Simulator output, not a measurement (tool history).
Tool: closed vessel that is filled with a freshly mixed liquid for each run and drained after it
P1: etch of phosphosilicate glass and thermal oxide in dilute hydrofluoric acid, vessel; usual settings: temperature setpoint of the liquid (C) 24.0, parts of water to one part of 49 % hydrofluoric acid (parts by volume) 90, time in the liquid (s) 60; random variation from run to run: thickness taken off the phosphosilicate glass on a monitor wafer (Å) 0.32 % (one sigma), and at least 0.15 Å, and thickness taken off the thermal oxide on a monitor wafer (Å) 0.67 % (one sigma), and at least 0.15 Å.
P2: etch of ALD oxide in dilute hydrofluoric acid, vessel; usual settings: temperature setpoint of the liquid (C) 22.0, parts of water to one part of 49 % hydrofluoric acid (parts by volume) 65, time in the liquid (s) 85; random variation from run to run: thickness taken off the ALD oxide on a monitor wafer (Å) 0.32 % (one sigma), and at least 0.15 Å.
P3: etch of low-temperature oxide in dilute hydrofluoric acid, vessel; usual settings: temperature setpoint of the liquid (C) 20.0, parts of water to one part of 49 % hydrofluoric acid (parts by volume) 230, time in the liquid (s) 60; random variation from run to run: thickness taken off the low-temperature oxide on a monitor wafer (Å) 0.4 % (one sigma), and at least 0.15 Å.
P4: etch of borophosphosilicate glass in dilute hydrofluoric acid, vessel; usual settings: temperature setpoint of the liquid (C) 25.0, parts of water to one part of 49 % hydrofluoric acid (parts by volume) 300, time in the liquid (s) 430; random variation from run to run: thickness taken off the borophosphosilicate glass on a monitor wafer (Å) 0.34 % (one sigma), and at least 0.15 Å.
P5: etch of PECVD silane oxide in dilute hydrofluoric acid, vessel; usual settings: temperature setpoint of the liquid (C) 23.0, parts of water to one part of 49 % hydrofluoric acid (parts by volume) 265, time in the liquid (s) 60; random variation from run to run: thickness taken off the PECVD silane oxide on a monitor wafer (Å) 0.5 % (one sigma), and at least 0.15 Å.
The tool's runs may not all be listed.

| run | hour | process that ran | temperature setpoint of the liquid (C) | parts of water to one part of 49 % hydrofluoric acid (parts by volume) | time in the liquid (s) | hours since the thermometer was replaced | hours since the hydrofluoric acid flow meter was replaced | thickness taken off the phosphosilicate glass on a monitor wafer (Å) | thickness taken off the thermal oxide on a monitor wafer (Å) | thickness taken off the PECVD silane oxide on a monitor wafer (Å) | thickness taken off the low-temperature oxide on a monitor wafer (Å) | thickness taken off the borophosphosilicate glass on a monitor wafer (Å) | thickness taken off the ALD oxide on a monitor wafer (Å) |
|---|---|---|---|---|---|---|---|---|---|---|---|---|---|
| 1 | 6.3 | P1 | 24.0 | 90 | 60 | 108.8 | 562.4 | 524.05 | 33.070 |  |  |  |  |
| 2 | 13.1 | P5 | 23.0 | 65 | 60 | 115.6 | 569.2 |  |  | 455.160 |  |  |  |
| 3 | 20.4 | P1 | 24.0 | 90 | 60 | 122.9 | 576.5 | 523.50 | 32.896 |  |  |  |  |
| 4 | 28.0 | P1 | 24.0 | 90 | 60 | 130.5 | 584.1 | 523.56 | 33.379 |  |  |  |  |
| 5 | 34.5 | P1 | 24.0 | 90 | 60 | 137.0 | 590.6 | 522.93 | 33.061 |  |  |  |  |
| 6 | 42.7 | P1 | 20.5 | 90 | 100 | 145.2 | 598.8 | 755.48 | 47.518 |  |  |  |  |
| 7 | 49.6 | P3 | 20.0 | 230 | 60 | 152.1 | 605.7 |  |  |  | 57.934 |  |  |
| 8 | 59.4 | P1 | 24.0 | 90 | 60 | 161.9 | 615.5 | 524.55 | 32.724 |  |  |  |  |
| 9 | 67.5 | P1 | 17.0 | 90 | 60 | 170.0 | 623.6 | 391.75 | 25.236 |  |  |  |  |
| 10 | 72.3 | P5 | 23.0 | 265 | 60 | 174.8 | 628.4 |  |  | 88.780 |  |  |  |
| 11 | 81.1 | P1 | 24.0 | 90 | 60 | 183.6 | 637.2 | 521.61 | 33.094 |  |  |  |  |
| 12 | 88.8 | P1 | 24.0 | 90 | 60 | 191.3 | 644.9 | 521.20 | 33.249 |  |  |  |  |
| 13 | 98.4 | P1 | 24.0 | 90 | 95 | 200.9 | 654.5 | 831.73 | 51.726 |  |  |  |  |
| 14 | 102.9 | P1 | 30.0 | 90 | 60 | 205.4 | 659.0 | 661.23 | 41.530 |  |  |  |  |
| 15 | 110.6 | P1 | 24.0 | 90 | 30 | 213.1 | 666.7 | 261.62 | 16.822 |  |  |  |  |
| 16 | 115.7 | P4 | 25.0 | 300 | 430 | 218.2 | 671.8 |  |  |  |  | 492.400 |  |
| 17 | 123.1 | P5 | 23.0 | 265 | 120 | 225.6 | 679.2 |  |  | 176.830 |  |  |  |
| 18 | 127.6 | P3 | 20.0 | 230 | 105 | 230.1 | 683.7 |  |  |  | 101.370 |  |  |
| 19 | 135.6 | P2 | 28.5 | 65 | 85 | 238.1 | 691.7 |  |  |  |  |  | 320.35 |
| 20 | 141.1 | P4 | 25.0 | 300 | 40 | 243.6 | 697.2 |  |  |  |  | 45.763 |  |
| 21 | 145.7 | P2 | 22.0 | 65 | 85 | 248.2 | 701.8 |  |  |  |  |  | 245.25 |
| 22 | 155.4 | P1 | 24.0 | 30 | 60 | 257.9 | 711.5 | 1695.60 | 107.000 |  |  |  |  |
| 23 | 164.3 | P4 | 33.0 | 300 | 430 | 266.8 | 720.4 |  |  |  |  | 638.980 |  |
| 24 | 173.7 | P2 | 22.0 | 35 | 85 | 276.2 | 729.8 |  |  |  |  |  | 477.09 |
| 25 | 183.0 | P3 | 20.0 | 415 | 60 | 285.5 | 739.1 |  |  |  | 27.509 |  |  |
| 26 | 190.0 | P2 | 22.0 | 65 | 35 | 292.5 | 746.1 |  |  |  |  |  | 101.16 |
| 27 | 194.3 | P1 | 24.0 | 155 | 60 | 296.8 | 750.4 | 280.81 | 17.958 |  |  |  |  |
| 28 | 203.6 | P5 | 17.0 | 265 | 60 | 306.1 | 759.7 |  |  | 70.706 |  |  |  |
| 29 | 213.0 | P3 | 17.0 | 230 | 60 | 315.5 | 769.1 |  |  |  | 51.448 |  |  |
| 30 | 218.3 | P4 | 25.0 | 445 | 430 | 320.8 | 774.4 |  |  |  |  | 288.330 |  |
| 31 | 223.4 | P1 | 24.0 | 90 | 60 | 325.9 | 779.5 | 521.06 | 33.249 |  |  |  |  |
| 32 | 231.7 | P1 | 24.0 | 90 | 60 | 334.2 | 787.8 | 501.52 | 31.123 |  |  |  |  |
| 33 | 235.9 | P1 | 24.0 | 90 | 60 | 338.4 | 792.0 | 499.13 | 30.849 |  |  |  |  |
| 34 | 243.7 | P1 | 24.0 | 90 | 60 | 346.2 | 799.8 | 494.51 | 31.165 |  |  |  |  |
| 35 | 249.2 | P1 | 24.0 | 90 | 60 | 351.7 | 805.3 | 488.25 | 30.412 |  |  |  |  |
| 36 | 253.7 | P1 | 24.0 | 90 | 60 | 356.2 | 809.8 | 486.35 | 30.443 |  |  |  |  |
| 37 | 258.7 | P1 | 24.0 | 90 | 60 | 361.2 | 814.8 | 486.44 | 30.257 |  |  |  |  |
| 38 | 263.2 | P1 | 24.0 | 90 | 60 | 365.7 | 819.3 | 487.79 | 30.841 |  |  |  |  |

What P1 gives has crept away from where it was. These 2 causes fit the log equally well, each at the size given:
A: hydrofluoric acid flow below the setpoint (%) = 6.17
B: liquid colder than its thermometer reads (K) = 1.77
The creep began at about hour 223.4.

4 check runs are offered, one wafer each, their results left as question marks. Which one tells the causes apart?
| check 1 | 267.7 | P2 | 27.0 | 65 | 85 |  |  |  |  |  |  |  | ? |
| check 2 | 267.7 | P3 | 17.0 | 230 | 85 |  |  |  |  |  | ? |  |  |
| check 3 | 267.7 | P4 | 32.5 | 300 | 430 |  |  |  |  |  |  | ? |  |
| check 4 | 267.7 | P5 | 23.0 | 155 | 60 |  |  |  |  | ? |  |  |  |

What each check would give under each cause:
| check | result | if A | if B |
|---|---|---|---|
| check 1 | thickness taken off the ALD oxide on a monitor wafer (Å) | 281.69 | 281.36 |
| check 2 | thickness taken off the low-temperature oxide on a monitor wafer (Å) | 67.914 | 68.380 |
| check 3 | thickness taken off the borophosphosilicate glass on a monitor wafer (Å) | 577.010 | 594.810 |
| check 4 | thickness taken off the PECVD silane oxide on a monitor wafer (Å) | 157.690 | 158.670 |
How far apart the two closest causes lie, in the result that separates them most: check 1 0.12 %; check 2 0.68 %; check 3 3.04 %; check 4 0.62 %
Check 3 tells the causes apart: in the others they would give nearly the same result.

Then check 3 was run and gave: thickness taken off the borophosphosilicate glass on a monitor wafer (Å) 598.020. Which cause is it?

It is B: liquid colder than its thermometer reads (K).
